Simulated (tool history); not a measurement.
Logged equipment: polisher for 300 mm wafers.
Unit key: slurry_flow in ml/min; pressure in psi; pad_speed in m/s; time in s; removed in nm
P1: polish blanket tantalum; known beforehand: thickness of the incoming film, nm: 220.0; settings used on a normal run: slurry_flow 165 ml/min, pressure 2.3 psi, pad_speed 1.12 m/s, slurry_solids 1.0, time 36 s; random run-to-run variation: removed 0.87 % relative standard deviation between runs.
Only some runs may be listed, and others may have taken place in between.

run,hour,slurry_flow,pressure,pad_speed,slurry_solids,time,removed
1,15.7,165,2.3,1.12,1.0,36,90.171
2,25.5,165,2.3,1.74,1.0,36,140.070
3,36.8,165,3.0,1.12,1.0,36,117.800
4,52.5,165,1.1,1.12,1.0,36,43.159
5,66.4,165,2.3,1.12,1.5,36,101.090
6,77.1,165,2.3,1.12,1.0,36,90.285
7,91.9,165,2.3,1.12,1.0,36,89.828
8,103.4,165,2.3,1.12,1.0,36,90.006
9,112.7,255,2.3,1.12,1.0,36,96.053
10,131.0,165,2.3,1.12,1.0,23,58.362
11,149.1,165,2.3,1.12,1.0,52,132.910
12,161.4,165,2.3,1.12,0.5,36,70.449
13,178.6,100,2.3,1.12,1.0,36,82.255
14,194.9,165,3.1,1.12,1.0,50,171.530
15,211.9,165,2.3,0.82,1.0,36,65.173

Expected results for the next run?
16,221.7,165,2.3,1.12,1.0,36,?

Run 16 yielded removed 91.961 nm.

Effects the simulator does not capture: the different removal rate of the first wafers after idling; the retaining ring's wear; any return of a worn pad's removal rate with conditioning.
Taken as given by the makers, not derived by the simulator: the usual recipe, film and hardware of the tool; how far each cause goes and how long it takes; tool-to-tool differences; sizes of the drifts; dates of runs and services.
